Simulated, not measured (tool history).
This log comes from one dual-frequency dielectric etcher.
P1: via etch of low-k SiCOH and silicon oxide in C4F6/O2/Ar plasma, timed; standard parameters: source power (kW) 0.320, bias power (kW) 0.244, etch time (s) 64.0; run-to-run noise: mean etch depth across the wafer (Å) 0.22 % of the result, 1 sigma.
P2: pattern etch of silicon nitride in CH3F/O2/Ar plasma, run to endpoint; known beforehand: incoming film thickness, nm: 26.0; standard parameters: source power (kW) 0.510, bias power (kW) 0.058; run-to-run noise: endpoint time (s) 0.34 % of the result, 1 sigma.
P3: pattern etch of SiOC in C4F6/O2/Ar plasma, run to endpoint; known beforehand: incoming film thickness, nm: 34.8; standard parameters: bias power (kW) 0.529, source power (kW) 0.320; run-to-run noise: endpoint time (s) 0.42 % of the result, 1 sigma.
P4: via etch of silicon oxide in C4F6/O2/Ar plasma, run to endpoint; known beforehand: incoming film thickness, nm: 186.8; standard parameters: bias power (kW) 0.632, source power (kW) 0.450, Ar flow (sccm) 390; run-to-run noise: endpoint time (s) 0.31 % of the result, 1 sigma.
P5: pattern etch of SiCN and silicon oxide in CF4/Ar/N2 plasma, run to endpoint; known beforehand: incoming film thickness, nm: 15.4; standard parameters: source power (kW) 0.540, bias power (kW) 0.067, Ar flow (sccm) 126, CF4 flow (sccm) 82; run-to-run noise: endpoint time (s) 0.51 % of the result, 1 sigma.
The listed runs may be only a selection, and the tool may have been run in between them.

run	day	process that ran	source power (kW)	bias power (kW)	etch time (s)	Ar flow (sccm)	CF4 flow (sccm)	mean etch depth across the wafer (Å)	endpoint time (s)
1	0.467	P1	0.320	0.244	64.0			1683.50	
2	0.721	P1	0.320	0.143	64.0			1413.60	
3	0.929	P1	0.240	0.244	64.0			1511.10	
4	1.300	P1	0.320	0.244	64.0			1686.20	
5	1.546	P2	0.510	0.081					32.828
6	1.888	P5	0.540	0.067		126	82		15.556
7	2.183	P1	0.320	0.244	64.0			1676.40	
8	2.500	P2	0.510	0.058					37.006
9	2.808	P4	0.450	0.632		461			38.618
10	3.233	P3	0.320	0.748					11.232
11	3.658	P1	0.320	0.192	37.0			895.01	
12	4.117	P1	0.320	0.244	64.0			1679.00	
13	4.354	P1	0.320	0.244	64.0			1681.80	
14	4.688	P5	0.540	0.067		126	108		15.088
15	5.000	P5	0.540	0.067		126	82		15.767
16	5.333	P1	0.220	0.244	91.5			2085.70	
17	5.783	P1	0.320	0.244	43.0			1131.60	
18	6.062	P4	0.450	0.632		390			38.179
19	6.417	P5	0.540	0.088		126	82		14.269
20	6.875	P4	0.450	0.831		390			34.304
21	7.171	P1	0.320	0.314	64.0			1840.50	
22	7.550	P4	0.360	0.632		390			41.384

Run 23 comes next. What will it give?
23	7.979	P2	0.650	0.058					?

For run 23 the tool returned endpoint time (s) 33.286.
